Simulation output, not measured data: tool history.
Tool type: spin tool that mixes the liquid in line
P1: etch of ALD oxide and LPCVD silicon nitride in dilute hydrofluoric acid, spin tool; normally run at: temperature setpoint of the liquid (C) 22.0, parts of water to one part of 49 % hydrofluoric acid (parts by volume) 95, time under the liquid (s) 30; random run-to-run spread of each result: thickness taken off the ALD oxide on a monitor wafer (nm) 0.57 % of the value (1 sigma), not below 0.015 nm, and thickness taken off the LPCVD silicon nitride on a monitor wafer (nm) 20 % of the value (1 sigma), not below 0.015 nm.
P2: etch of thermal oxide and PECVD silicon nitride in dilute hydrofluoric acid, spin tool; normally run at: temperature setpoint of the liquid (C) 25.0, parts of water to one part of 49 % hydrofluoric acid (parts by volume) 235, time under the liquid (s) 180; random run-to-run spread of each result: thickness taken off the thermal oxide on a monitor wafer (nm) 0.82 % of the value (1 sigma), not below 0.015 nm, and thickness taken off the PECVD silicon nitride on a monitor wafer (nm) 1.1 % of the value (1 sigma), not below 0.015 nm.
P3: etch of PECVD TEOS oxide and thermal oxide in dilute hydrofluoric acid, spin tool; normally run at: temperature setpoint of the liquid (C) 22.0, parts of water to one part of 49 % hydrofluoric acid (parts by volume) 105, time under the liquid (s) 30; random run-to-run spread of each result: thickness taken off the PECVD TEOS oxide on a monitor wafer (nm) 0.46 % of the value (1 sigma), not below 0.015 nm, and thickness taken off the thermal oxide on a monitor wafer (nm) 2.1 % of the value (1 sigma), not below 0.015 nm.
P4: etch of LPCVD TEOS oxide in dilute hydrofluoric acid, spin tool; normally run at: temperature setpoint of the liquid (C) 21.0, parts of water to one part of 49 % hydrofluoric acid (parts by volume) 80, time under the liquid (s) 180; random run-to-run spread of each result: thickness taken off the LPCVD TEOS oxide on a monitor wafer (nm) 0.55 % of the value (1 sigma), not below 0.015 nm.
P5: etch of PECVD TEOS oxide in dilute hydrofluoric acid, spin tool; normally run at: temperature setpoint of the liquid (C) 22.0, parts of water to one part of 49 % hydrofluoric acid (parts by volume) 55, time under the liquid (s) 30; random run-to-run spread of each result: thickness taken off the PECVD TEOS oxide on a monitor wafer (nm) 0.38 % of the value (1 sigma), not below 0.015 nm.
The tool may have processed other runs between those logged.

run     day  process that ran  temperature setpoint of the liquid (C)  parts of water to one part of 49 % hydrofluoric acid (parts by volume)  time under the liquid (s)  hours since the thermometer was replaced  hours since the hydrofluoric acid flow meter was replaced  thickness taken off the ALD oxide on a monitor wafer (nm)  thickness taken off the LPCVD silicon nitride on a monitor wafer (nm)  thickness taken off the LPCVD TEOS oxide on a monitor wafer (nm)  thickness taken off the thermal oxide on a monitor wafer (nm)  thickness taken off the PECVD silicon nitride on a monitor wafer (nm)  thickness taken off the PECVD TEOS oxide on a monitor wafer (nm)
  1   0.600                P1                                    22.0                                                                      95                         30                                    1521.5                                                      265.3                                                     4.2482                                                               0.090422
  2   1.229                P4                                    17.0                                                                      80                        180                                    1536.6                                                      280.4                                                                                                                                                                                             39.5000
  3   1.929                P2                                    25.0                                                                     125                        180                                    1553.4                                                      297.2                                                                                                                                                                                                                                                            6.69960                                                                 4.4902
  4   2.392                P1                                    22.0                                                                      95                         15                                    1564.5                                                      308.3                                                     2.1396                                                               0.067617
  5   2.892                P1                                    17.0                                                                      95                         30                                    1576.5                                                      320.3                                                     3.4519                                                               0.063635
  6   3.400                P2                                    25.0                                                                     235                        180                                    1588.7                                                      332.5                                                                                                                                                                                                                                                            3.16370                                                                 2.3898
  7   3.850                P1                                    22.0                                                                     170                         30                                    1599.5                                                      343.3                                                     2.1824                                                               0.072917
  8   4.158                P5                                    29.0                                                                      55                         30                                    1606.9                                                      350.7                                                                                                                                                                                                                                                                                                                                                                                                     19.9420
  9   4.717                P1                                    22.0                                                                      95                         30                                    1620.3                                                      364.1                                                     4.2759                                                               0.143410
 10   5.262                P5                                    22.0                                                                      55                         30                                    1633.4                                                      377.2                                                                                                                                                                                                                                                                                                                                                                                                     14.9560
 11   5.796                P4                                    21.0                                                                     120                        180                                    1646.2                                                      390.0                                                                                                                                                                                             29.9790
 12   6.208                P3                                    22.0                                                                     170                         30                                    1656.1                                                      399.9                                                                                                                                                                                                                                                            0.71728                                                                                                                                   4.3526
 13   6.725                P4                                    21.0                                                                      80                        180                                    1668.5                                                      412.3                                                                                                                                                                                             46.8550
      7.183  -- hydrofluoric acid flow meter replaced
 14   7.367                P1                                    22.0                                                                      95                         30                                    1683.9                                                        4.5                                                     4.1812                                                               0.112080
 15   7.742                P5                                    22.0                                                                      90                         30                                    1692.9                                                       13.5                                                                                                                                                                                                                                                                                                                                                                                                      8.7226
 16   8.308                P3                                    22.0                                                                     105                         30                                    1706.5                                                       27.1                                                                                                                                                                                                                                                            1.22080                                                                                                                                   7.5487
 17   8.838                P1                                    27.5                                                                      35                         30                                    1719.2                                                       39.8                                                    15.5390                                                               0.558070
 18   9.196                P1                                    22.0                                                                      25                         30                                    1727.8                                                       48.4                                                    17.4820                                                               0.431820
 19   9.850                P1                                    22.0                                                                      95                         45                                    1743.5                                                       64.1                                                     6.3294                                                               0.188810
 20  10.296                P3                                    22.0                                                                     105                         55                                    1754.2                                                       74.8                                                                                                                                                                                                                                                            2.29780                                                                                                                                  13.9560
 21  10.612                P2                                    25.0                                                                     235                        315                                    1761.8                                                       82.4                                                                                                                                                                                                                                                            5.54590                                                                 4.2571
 22  11.258                P1                                    22.0                                                                      95                         30                                    1777.3                                                       97.9                                                     4.2150                                                               0.136980
 23  11.579                P3                                    27.0                                                                     105                         30                                    1785.0                                                      105.6                                                                                                                                                                                                                                                            1.45230                                                                                                                                   9.2088
 24  11.892                P4                                    21.0                                                                      80                         15                                    1792.5                                                      113.1                                                                                                                                                                                              3.8673
 25  12.508                P1                                    22.0                                                                      95                         30                                    1807.3                                                      127.9                                                     4.2486                                                               0.150100
 26  12.842                P1                                    22.0                                                                      95                         30                                    1815.3                                                      135.9                                                     4.2664                                                               0.186050
 27  13.417                P5                                    22.0                                                                      55                         15                                    1829.1                                                      149.7                                                                                                                                                                                                                                                                                                                                                                                                      7.4916
 28  13.867                P1                                    29.0                                                                      95                         30                                    1839.9                                                      160.5                                                     5.5483                                                               0.226470
 29  14.525                P2                                    32.0                                                                     235                        180                                    1855.7                                                      176.3                                                                                                                                                                                                                                                            3.95700                                                                 3.6164
 30  15.062                P4                                    21.0                                                                      80                        180                                    1868.6                                                      189.2                                                                                                                                                                                             46.8380
 31  15.404                P1                                    22.0                                                                      95                         30                                    1876.8                                                      197.4                                                     4.2332                                                               0.076792
 32  15.988                P1                                    22.0                                                                      95                         30                                    1890.8                                                      211.4                                                     4.1511                                                               0.109080
 33  16.692                P1                                    22.0                                                                      95                         30                                    1907.7                                                      228.3                                                     4.0458                                                               0.118120
 34  17.125                P1                                    22.0                                                                      95                         30                                    1918.1                                                      238.7                                                     4.0361                                                               0.135260
 35  17.817                P1                                    22.0                                                                      95                         30                                    1934.7                                                      255.3                                                     4.0593                                                               0.115490
 36  18.200                P1                                    22.0                                                                      95                         30                                    1943.9                                                      264.5                                                     4.0338                                                               0.125170
 37  18.625                P1                                    22.0                                                                      95                         30                                    1954.1                                                      274.7                                                     3.9962                                                               0.168520

The next listed run, before its measurement:
 38  19.288                P1                                    22.0                                                                      95                         30                                    1970.0                                                      290.6                                                          ?                                                                      ?

{"run 38": {"thickness taken off the ALD oxide on a monitor wafer (nm)": 3.9668, "thickness taken off the LPCVD silicon nitride on a monitor wafer (nm)": 0.1577}}

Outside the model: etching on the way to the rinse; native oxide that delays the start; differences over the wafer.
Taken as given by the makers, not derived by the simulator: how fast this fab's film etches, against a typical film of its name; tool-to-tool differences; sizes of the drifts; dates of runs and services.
